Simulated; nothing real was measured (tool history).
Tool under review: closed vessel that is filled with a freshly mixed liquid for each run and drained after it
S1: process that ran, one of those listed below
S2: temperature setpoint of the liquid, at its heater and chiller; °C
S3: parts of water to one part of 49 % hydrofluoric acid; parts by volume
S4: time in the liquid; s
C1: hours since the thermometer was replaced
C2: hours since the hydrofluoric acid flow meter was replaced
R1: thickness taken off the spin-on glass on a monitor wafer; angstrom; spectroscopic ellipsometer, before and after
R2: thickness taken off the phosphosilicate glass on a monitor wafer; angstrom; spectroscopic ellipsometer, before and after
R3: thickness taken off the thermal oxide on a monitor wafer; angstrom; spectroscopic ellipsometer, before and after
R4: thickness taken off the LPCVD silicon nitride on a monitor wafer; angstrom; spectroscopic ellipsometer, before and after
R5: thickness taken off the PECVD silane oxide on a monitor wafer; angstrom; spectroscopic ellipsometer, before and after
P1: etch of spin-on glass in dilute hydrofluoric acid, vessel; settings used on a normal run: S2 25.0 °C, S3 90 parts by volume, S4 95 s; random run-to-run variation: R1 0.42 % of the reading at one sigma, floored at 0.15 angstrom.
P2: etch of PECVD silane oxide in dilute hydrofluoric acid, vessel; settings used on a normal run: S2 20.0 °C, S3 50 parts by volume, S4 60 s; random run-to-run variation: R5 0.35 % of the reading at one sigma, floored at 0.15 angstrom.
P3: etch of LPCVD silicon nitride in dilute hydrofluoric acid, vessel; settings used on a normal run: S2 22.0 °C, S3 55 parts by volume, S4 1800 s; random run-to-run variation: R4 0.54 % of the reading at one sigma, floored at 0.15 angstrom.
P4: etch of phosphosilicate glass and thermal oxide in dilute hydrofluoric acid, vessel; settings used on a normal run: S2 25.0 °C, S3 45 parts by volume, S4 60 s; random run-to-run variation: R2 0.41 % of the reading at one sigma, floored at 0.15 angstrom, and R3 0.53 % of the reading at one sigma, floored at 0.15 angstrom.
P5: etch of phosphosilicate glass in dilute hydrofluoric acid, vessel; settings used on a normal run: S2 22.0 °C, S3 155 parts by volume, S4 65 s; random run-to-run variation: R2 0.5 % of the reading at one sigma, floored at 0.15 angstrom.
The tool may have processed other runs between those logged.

Run 1, hour 15.2: S1 P1, S2 25.0 °C, S3 90 parts by volume, S4 95 s; C1 318.2; C2 667.8. Result: R1 337.82 angstrom.
Run 2, hour 25.3: S1 P5, S2 22.0 °C, S3 155 parts by volume, S4 65 s; C1 328.3; C2 677.9. Result: R2 308.14 angstrom.
Run 3, hour 35.8: S1 P1, S2 25.0 °C, S3 30 parts by volume, S4 95 s; C1 338.8; C2 688.4. Result: R1 1086.40 angstrom.
Run 4, hour 49.6: S1 P1, S2 25.0 °C, S3 90 parts by volume, S4 95 s; C1 352.6; C2 702.2. Result: R1 336.88 angstrom.
Run 5, hour 64.7: S1 P4, S2 25.0 °C, S3 45 parts by volume, S4 60 s; C1 367.7; C2 717.3. Result: R2 951.26 angstrom, R3 68.679 angstrom.
Run 6, hour 72.0: S1 P1, S2 25.0 °C, S3 90 parts by volume, S4 95 s; C1 375.0; C2 724.6. Result: R1 335.55 angstrom.
Run 7, hour 84.8: S1 P1, S2 25.0 °C, S3 90 parts by volume, S4 95 s; C1 387.8; C2 737.4. Result: R1 336.07 angstrom.
Run 8, hour 95.9: S1 P3, S2 17.0 °C, S3 55 parts by volume, S4 1800 s; C1 398.9; C2 748.5. Result: R4 99.335 angstrom.
Run 9, hour 106.5: S1 P2, S2 20.0 °C, S3 25 parts by volume, S4 60 s; C1 409.5; C2 759.1. Result: R5 665.61 angstrom.
Run 10, hour 117.8: S1 P2, S2 20.0 °C, S3 50 parts by volume, S4 60 s; C1 420.8; C2 770.4. Result: R5 322.35 angstrom.
Run 11, hour 130.0: S1 P2, S2 20.0 °C, S3 50 parts by volume, S4 105 s; C1 433.0; C2 782.6. Result: R5 563.34 angstrom.
Run 12, hour 144.3: S1 P3, S2 22.0 °C, S3 55 parts by volume, S4 2745 s; C1 447.3; C2 796.9. Result: R4 216.150 angstrom.
Run 13, hour 156.9: S1 P1, S2 19.5 °C, S3 90 parts by volume, S4 145 s; C1 459.9; C2 809.5. Result: R1 409.33 angstrom.
Run 14, hour 166.1: S1 P5, S2 22.0 °C, S3 155 parts by volume, S4 100 s; C1 469.1; C2 818.7. Result: R2 473.98 angstrom.
Run 15, hour 175.9: S1 P1, S2 19.5 °C, S3 90 parts by volume, S4 95 s; C1 478.9; C2 828.5. Result: R1 269.52 angstrom.
Run 16, hour 183.0: S1 P1, S2 25.0 °C, S3 90 parts by volume, S4 30 s; C1 486.0; C2 835.6. Result: R1 105.95 angstrom.
Run 17, hour 197.8: S1 P1, S2 25.0 °C, S3 140 parts by volume, S4 95 s; C1 500.8; C2 850.4. Result: R1 205.47 angstrom.
Run 18, hour 207.8: S1 P3, S2 22.0 °C, S3 55 parts by volume, S4 1800 s; C1 510.8; C2 860.4. Result: R4 139.360 angstrom.
Run 19, hour 223.1: S1 P4, S2 17.0 °C, S3 45 parts by volume, S4 60 s; C1 526.1; C2 875.7. Result: R2 680.01 angstrom, R3 49.256 angstrom.
Run 20, hour 238.0: S1 P1, S2 28.5 °C, S3 90 parts by volume, S4 170 s; C1 541.0; C2 890.6. Result: R1 685.77 angstrom.
Run 21, hour 249.7: S1 P4, S2 25.0 °C, S3 45 parts by volume, S4 115 s; C1 552.7; C2 902.3. Result: R2 1831.00 angstrom, R3 133.140 angstrom.
Run 22, hour 261.7: S1 P1, S2 25.0 °C, S3 90 parts by volume, S4 185 s; C1 564.7; C2 914.3. Result: R1 653.65 angstrom.
Run 23, hour 277.0: S1 P1, S2 31.0 °C, S3 90 parts by volume, S4 95 s; C1 580.0; C2 929.6. Result: R1 424.99 angstrom.
Run 24, hour 289.8: S1 P5, S2 22.0 °C, S3 155 parts by volume, S4 65 s; C1 592.8; C2 942.4. Result: R2 308.57 angstrom.
Run 25, hour 297.2: S1 P1, S2 18.0 °C, S3 90 parts by volume, S4 40 s; C1 600.2; C2 949.8. Result: R1 105.63 angstrom.
Run 26, hour 311.2: S1 P1, S2 25.0 °C, S3 90 parts by volume, S4 95 s; C1 614.2; C2 963.8. Result: R1 336.42 angstrom.
Run 27, hour 320.7: S1 P2, S2 17.0 °C, S3 50 parts by volume, S4 60 s; C1 623.7; C2 973.3. Result: R5 282.94 angstrom.
Run 28, hour 330.8: S1 P4, S2 25.0 °C, S3 30 parts by volume, S4 60 s; C1 633.8; C2 983.4. Result: R2 1462.30 angstrom, R3 105.420 angstrom.
Run 29, hour 338.4: S1 P3, S2 22.0 °C, S3 20 parts by volume, S4 1800 s; C1 641.4; C2 991.0. Result: R4 374.240 angstrom.
Run 30, hour 351.1: S1 P5, S2 22.0 °C, S3 285 parts by volume, S4 65 s; C1 654.1; C2 1003.7. Result: R2 148.54 angstrom.
Run 31, hour 360.9: S1 P5, S2 26.5 °C, S3 155 parts by volume, S4 65 s; C1 663.9; C2 1013.5. Result: R2 362.61 angstrom.
Run 32, hour 371.9: S1 P1, S2 25.0 °C, S3 90 parts by volume, S4 95 s; C1 674.9; C2 1024.5. Result: R1 335.54 angstrom.
Run 33, hour 380.6: S1 P1, S2 25.0 °C, S3 90 parts by volume, S4 95 s; C1 683.6; C2 1033.2. Result: R1 340.63 angstrom.
Run 34, hour 396.0: S1 P1, S2 25.0 °C, S3 90 parts by volume, S4 95 s; C1 699.0; C2 1048.6. Result: R1 350.23 angstrom.
Run 35, hour 409.7: S1 P1, S2 25.0 °C, S3 90 parts by volume, S4 95 s; C1 712.7; C2 1062.3. Result: R1 352.92 angstrom.
Run 36, hour 419.8: S1 P1, S2 25.0 °C, S3 90 parts by volume, S4 95 s; C1 722.8; C2 1072.4. Result: R1 355.54 angstrom.
Run 37, hour 430.2: S1 P1, S2 25.0 °C, S3 90 parts by volume, S4 95 s; C1 733.2; C2 1082.8. Result: R1 358.71 angstrom.
Run 38, hour 442.6: S1 P1, S2 25.0 °C, S3 90 parts by volume, S4 95 s; C1 745.6; C2 1095.2. Result: R1 355.69 angstrom.
Run 39, hour 454.9: S1 P1, S2 25.0 °C, S3 90 parts by volume, S4 95 s; C1 757.9; C2 1107.5. Result: R1 357.93 angstrom.

Predict the results of run 40:
Run 40, hour 466.0: S1 P1, S2 25.0 °C, S3 90 parts by volume, S4 95 s; C1 769.0; C2 1118.6. Result: R1 ?.

Run 40 measured R1 359.74 angstrom.
